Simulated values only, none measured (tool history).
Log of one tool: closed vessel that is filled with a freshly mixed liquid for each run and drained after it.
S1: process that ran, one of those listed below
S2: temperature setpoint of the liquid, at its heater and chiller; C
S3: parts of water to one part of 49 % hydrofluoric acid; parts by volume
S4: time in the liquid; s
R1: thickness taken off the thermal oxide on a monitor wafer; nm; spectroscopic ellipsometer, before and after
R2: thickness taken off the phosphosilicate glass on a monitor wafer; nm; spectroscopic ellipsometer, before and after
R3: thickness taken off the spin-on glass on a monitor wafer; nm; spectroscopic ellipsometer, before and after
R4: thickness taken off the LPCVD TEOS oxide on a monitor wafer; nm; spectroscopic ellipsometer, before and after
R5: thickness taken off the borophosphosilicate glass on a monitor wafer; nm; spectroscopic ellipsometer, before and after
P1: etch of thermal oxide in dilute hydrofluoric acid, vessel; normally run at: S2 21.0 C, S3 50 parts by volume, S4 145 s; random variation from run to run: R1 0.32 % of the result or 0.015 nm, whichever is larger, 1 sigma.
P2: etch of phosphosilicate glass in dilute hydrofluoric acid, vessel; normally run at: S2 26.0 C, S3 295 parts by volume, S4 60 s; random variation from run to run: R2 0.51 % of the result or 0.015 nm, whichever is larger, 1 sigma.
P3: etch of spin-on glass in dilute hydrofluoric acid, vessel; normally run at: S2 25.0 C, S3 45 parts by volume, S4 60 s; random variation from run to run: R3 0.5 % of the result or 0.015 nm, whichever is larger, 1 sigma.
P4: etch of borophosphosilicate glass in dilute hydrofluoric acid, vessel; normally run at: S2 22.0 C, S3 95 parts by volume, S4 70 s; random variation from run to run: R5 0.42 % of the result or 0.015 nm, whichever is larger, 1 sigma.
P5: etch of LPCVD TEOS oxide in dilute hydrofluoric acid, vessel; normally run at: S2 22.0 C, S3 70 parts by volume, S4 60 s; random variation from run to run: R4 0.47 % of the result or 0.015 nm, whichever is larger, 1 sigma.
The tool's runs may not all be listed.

run   hour  S1    S2   S3   S4       R1      R2      R3       R4      R5
  1    3.4  P1  21.0   50  145  13.0690
  2    7.7  P2  32.0  295   60           30.490
  3   10.9  P3  25.0   65   60                   32.373
  4   16.6  P5  22.0   70   30                            6.4924
  5   20.8  P3  25.0   45   60                   47.448
  6   26.4  P2  26.0  295   95           39.657
  7   30.9  P5  22.0   70   60                           13.0240
  8   36.6  P1  21.0   50  145  13.1120
  9   41.3  P5  17.0   70   60                           10.4840
 10   44.3  P5  22.0   70   60                           12.8970
 11   49.2  P5  22.0   25   60                           38.5290
 12   54.2  P4  30.0   95   70                                    28.151
 13   58.5  P4  22.0  170   70                                    10.635
 14   61.6  P3  25.0   45  115                   90.686
 15   65.0  P1  21.0   50  145  13.1370
 16   68.5  P1  21.0   50  145  13.1110
 17   73.8  P1  27.5   50  145  17.0620
 18   76.9  P1  17.0   50  145  11.0120
 19   82.9  P1  21.0   50  145  13.0380
 20   86.4  P2  26.0  185   60           44.800
 21   91.7  P1  21.0   50  145  13.0730
 22   95.8  P1  21.0   50  255  23.1170
 23  101.9  P4  22.0   95  115                                    33.882
 24  107.6  P1  21.0   50  145  13.0650
 25  112.4  P1  21.0   85  145   7.3651
 26  116.3  P2  26.0  295   60           25.187
 27  120.2  P3  30.0   45   60                   58.412
 28  125.8  P1  17.0   50   80   6.0718
 29  128.7  P1  21.0   20  145  34.0800
 30  131.6  P1  21.0   75  270  15.6950
 31  135.2  P4  22.0   95   70                                    20.410
 32  139.0  P1  21.0   50   60   5.4348
 33  145.0  P1  21.0   50  145  13.0800
 34  148.0  P1  21.0   50  145  12.7040
 35  152.8  P1  21.0   50  145  12.4510

Forecast run 36:
 36  156.6  P1  21.0  50  145   ?

Run 36 gave R1 12.3200 nm.
